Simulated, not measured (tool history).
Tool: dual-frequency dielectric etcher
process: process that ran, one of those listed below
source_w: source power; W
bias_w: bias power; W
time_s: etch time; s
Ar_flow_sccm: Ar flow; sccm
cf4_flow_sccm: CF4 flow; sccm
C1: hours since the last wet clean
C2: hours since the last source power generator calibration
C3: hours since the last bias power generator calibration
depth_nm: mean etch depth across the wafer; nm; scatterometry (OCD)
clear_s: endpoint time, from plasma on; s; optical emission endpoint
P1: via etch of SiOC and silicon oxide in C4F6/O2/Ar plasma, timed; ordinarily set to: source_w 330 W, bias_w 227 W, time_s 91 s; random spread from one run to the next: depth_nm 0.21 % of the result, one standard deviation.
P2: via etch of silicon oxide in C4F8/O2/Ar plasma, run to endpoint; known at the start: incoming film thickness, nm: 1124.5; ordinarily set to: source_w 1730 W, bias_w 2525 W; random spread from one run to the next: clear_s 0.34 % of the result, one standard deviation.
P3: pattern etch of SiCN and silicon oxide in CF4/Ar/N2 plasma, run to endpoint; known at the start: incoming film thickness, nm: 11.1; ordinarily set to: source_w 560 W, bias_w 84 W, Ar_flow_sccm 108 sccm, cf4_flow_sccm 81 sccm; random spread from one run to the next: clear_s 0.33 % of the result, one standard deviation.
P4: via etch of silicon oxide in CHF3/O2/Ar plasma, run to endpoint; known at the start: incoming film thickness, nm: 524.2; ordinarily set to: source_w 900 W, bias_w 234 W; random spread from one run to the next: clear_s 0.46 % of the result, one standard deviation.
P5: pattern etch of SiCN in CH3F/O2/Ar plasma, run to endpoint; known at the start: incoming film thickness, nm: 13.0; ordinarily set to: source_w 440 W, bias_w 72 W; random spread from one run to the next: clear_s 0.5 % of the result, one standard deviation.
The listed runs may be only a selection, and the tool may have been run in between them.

{"run": 1, "hour": 7.3, "process": "P1", "source_w": 330, "bias_w": 227, "time_s": 91, "C1": 141.7, "C2": 1800.8, "C3": 610.7, "depth_nm": 102.27}
{"run": 2, "hour": 19.2, "process": "P4", "source_w": 900, "bias_w": 295, "C1": 153.6, "C2": 1812.7, "C3": 622.6, "clear_s": 202.95}
{"run": 3, "hour": 26.5, "process": "P1", "source_w": 330, "bias_w": 227, "time_s": 91, "C1": 160.9, "C2": 1820, "C3": 629.9, "depth_nm": 102.12}
{"run": 4, "hour": 39.6, "process": "P4", "source_w": 1250, "bias_w": 234, "C1": 174, "C2": 1833.1, "C3": 643, "clear_s": 193.34}
{"run": 5, "hour": 49.0, "process": "P1", "source_w": 330, "bias_w": 134, "time_s": 91, "C1": 183.4, "C2": 1842.5, "C3": 652.4, "depth_nm": 86.072}
{"run": 6, "hour": 58.1, "process": "P3", "source_w": 560, "bias_w": 84, "Ar_flow_sccm": 108, "cf4_flow_sccm": 81, "C1": 192.5, "C2": 1851.6, "C3": 661.5, "clear_s": 10.166}
{"run": 7, "hour": 68.3, "process": "P1", "source_w": 330, "bias_w": 273, "time_s": 91, "C1": 202.7, "C2": 1861.8, "C3": 671.7, "depth_nm": 108.27}
{"run": 8, "hour": 75.1, "process": "P5", "source_w": 440, "bias_w": 72, "C1": 209.5, "C2": 1868.6, "C3": 678.5, "clear_s": 33.34}
{"run": 9, "hour": 83.8, "process": "P3", "source_w": 560, "bias_w": 109, "Ar_flow_sccm": 108, "cf4_flow_sccm": 81, "C1": 218.2, "C2": 1877.3, "C3": 687.2, "clear_s": 9.3182}
{"run": 10, "hour": 96.9, "process": "P5", "source_w": 440, "bias_w": 43, "C1": 231.3, "C2": 1890.4, "C3": 700.3, "clear_s": 39.06}
{"run": 11, "hour": 103.4, "process": "P2", "source_w": 1730, "bias_w": 3574, "C1": 237.8, "C2": 1896.9, "C3": 706.8, "clear_s": 195.87}
{"run": 12, "hour": 111.6, "process": "P3", "source_w": 560, "bias_w": 84, "Ar_flow_sccm": 81, "cf4_flow_sccm": 81, "C1": 246, "C2": 1905.1, "C3": 715, "clear_s": 9.7815}
{"run": 13, "hour": 124.0, "process": "P2", "source_w": 2440, "bias_w": 2525, "C1": 258.4, "C2": 1917.5, "C3": 727.4, "clear_s": 191.13}
{"run": 14, "hour": 135.0, "process": "P1", "source_w": 330, "bias_w": 227, "time_s": 91, "C1": 269.4, "C2": 1928.5, "C3": 738.4, "depth_nm": 101.95}
{"run": 15, "hour": 142.0, "process": "P5", "source_w": 440, "bias_w": 72, "C1": 276.4, "C2": 1935.5, "C3": 745.4, "clear_s": 33.271}
{"run": 16, "hour": 152.8, "process": "P4", "source_w": 900, "bias_w": 234, "C1": 287.2, "C2": 1946.3, "C3": 756.2, "clear_s": 218.93}
{"run": 17, "hour": 160.9, "process": "P1", "source_w": 330, "bias_w": 227, "time_s": 91, "C1": 295.3, "C2": 1954.4, "C3": 764.3, "depth_nm": 102.01}
{"run": 18, "hour": 171.8, "process": "P1", "source_w": 200, "bias_w": 227, "time_s": 91, "C1": 306.2, "C2": 1965.3, "C3": 775.2, "depth_nm": 84.681}
{"run": 19, "hour": 178.8, "process": "P2", "source_w": 1730, "bias_w": 2525, "C1": 313.2, "C2": 1972.3, "C3": 782.2, "clear_s": 219.82}
{"run": 20, "hour": 190.5, "process": "P3", "source_w": 740, "bias_w": 84, "Ar_flow_sccm": 108, "cf4_flow_sccm": 81, "C1": 324.9, "C2": 1984, "C3": 793.9, "clear_s": 8.0087}
{"run": 21, "hour": 198.8, "process": "P1", "source_w": 330, "bias_w": 227, "time_s": 91, "C1": 333.2, "C2": 1992.3, "C3": 802.2, "depth_nm": 101.63}
{"run": 22, "hour": 210.8, "process": "P1", "source_w": 330, "bias_w": 227, "time_s": 122, "C1": 345.2, "C2": 2004.3, "C3": 814.2, "depth_nm": 136.94}
{"run": 23, "hour": 218.6, "process": "P1", "source_w": 410, "bias_w": 227, "time_s": 91, "C1": 353, "C2": 2012.1, "C3": 822, "depth_nm": 110.69}
{"hour": 222.7, "done": "wet clean of the chamber"}
{"run": 24, "hour": 224.9, "process": "P1", "source_w": 330, "bias_w": 227, "time_s": 70.5, "C1": 2.2, "C2": 2018.4, "C3": 828.3, "depth_nm": 78.691}
{"run": 25, "hour": 238.5, "process": "P1", "source_w": 200, "bias_w": 281, "time_s": 91, "C1": 15.8, "C2": 2032, "C3": 841.9, "depth_nm": 91.001}
{"run": 26, "hour": 249.2, "process": "P3", "source_w": 560, "bias_w": 84, "Ar_flow_sccm": 108, "cf4_flow_sccm": 106, "C1": 26.5, "C2": 2042.7, "C3": 852.6, "clear_s": 9.8435}
{"run": 27, "hour": 255.4, "process": "P2", "source_w": 1730, "bias_w": 2525, "C1": 32.7, "C2": 2048.9, "C3": 858.8, "clear_s": 218.68}
{"run": 28, "hour": 264.7, "process": "P5", "source_w": 540, "bias_w": 72, "C1": 42, "C2": 2058.2, "C3": 868.1, "clear_s": 30.703}
{"run": 29, "hour": 273.2, "process": "P1", "source_w": 330, "bias_w": 227, "time_s": 91, "C1": 50.5, "C2": 2066.7, "C3": 876.6, "depth_nm": 102.23}
{"run": 30, "hour": 281.3, "process": "P1", "source_w": 330, "bias_w": 227, "time_s": 91, "C1": 58.6, "C2": 2074.8, "C3": 884.7, "depth_nm": 101.15}
{"run": 31, "hour": 290.2, "process": "P1", "source_w": 330, "bias_w": 227, "time_s": 91, "C1": 67.5, "C2": 2083.7, "C3": 893.6, "depth_nm": 101.45}
{"run": 32, "hour": 304.4, "process": "P1", "source_w": 330, "bias_w": 227, "time_s": 91, "C1": 81.7, "C2": 2097.9, "C3": 907.8, "depth_nm": 100.62}
{"hour": 308.1, "done": "wet clean of the chamber"}
{"run": 33, "hour": 317.5, "process": "P1", "source_w": 330, "bias_w": 227, "time_s": 91, "C1": 9.5, "C2": 2111, "C3": 920.9, "depth_nm": 100.22}
{"run": 34, "hour": 329.2, "process": "P1", "source_w": 330, "bias_w": 227, "time_s": 91, "C1": 21.2, "C2": 2122.7, "C3": 932.6, "depth_nm": 100.48}
{"run": 35, "hour": 335.5, "process": "P1", "source_w": 330, "bias_w": 227, "time_s": 91, "C1": 27.5, "C2": 2129, "C3": 938.9, "depth_nm": 100.33}
{"run": 36, "hour": 348.8, "process": "P1", "source_w": 330, "bias_w": 227, "time_s": 91, "C1": 40.8, "C2": 2142.3, "C3": 952.2, "depth_nm": 100.13}
{"run": 37, "hour": 361.6, "process": "P1", "source_w": 330, "bias_w": 227, "time_s": 91, "C1": 53.6, "C2": 2155.1, "C3": 965, "depth_nm": 100.06}

Compared with where it was, what P1 gives has crept away. Each cause listed below fits the log as well as the rest, at the size given for it:
A: bias power that arrives under what is set, % = 4.81
B: source power that arrives under what is set, % = 4.31
Creep in the process output first set in at about hour 273.2.
Why every other cause is out:
chamber walls in a state that lowers the etch rate, %: its service at hour 308.1 followed the start of the drift and did not put the process back to its old value

Consider the 4 single-wafer check runs listed below, results given as question marks: which one distinguishes between the causes by giving clearly different results for each?
{"run": "check 1", "hour": 374.4, "process": "P3", "source_w": 690, "bias_w": 84, "Ar_flow_sccm": 108, "cf4_flow_sccm": 100, "clear_s": "?"}
{"run": "check 2", "hour": 374.4, "process": "P4", "source_w": 1180, "bias_w": 269, "clear_s": "?"}
{"run": "check 3", "hour": 374.4, "process": "P5", "source_w": 540, "bias_w": 45, "clear_s": "?"}
{"run": "check 4", "hour": 374.4, "process": "P2", "source_w": 1980, "bias_w": 3288, "clear_s": "?"}

Expected result of each check under each candidate cause:
check=check_1 result=clear_s if_A=8.3717 if_B=8.5679
check=check_2 result=clear_s if_A=192.54 if_B=192.47
check=check_3 result=clear_s if_A=36.364 if_B=36.45
check=check_4 result=clear_s if_A=194.13 if_B=194.43
Per-check spread between the two closest causes, in the result where they differ most: check 1 2.32 %; check 2 0.03 %; check 3 0.23 %; check 4 0.16 %
Check 1 is the one run that separates the causes; every other check would come out nearly the same whichever cause is at work.

Check 1 has now been run. It gave: clear_s 8.3622 s. Which of the candidate causes is it?

It is A: bias power that arrives under what is set, %.

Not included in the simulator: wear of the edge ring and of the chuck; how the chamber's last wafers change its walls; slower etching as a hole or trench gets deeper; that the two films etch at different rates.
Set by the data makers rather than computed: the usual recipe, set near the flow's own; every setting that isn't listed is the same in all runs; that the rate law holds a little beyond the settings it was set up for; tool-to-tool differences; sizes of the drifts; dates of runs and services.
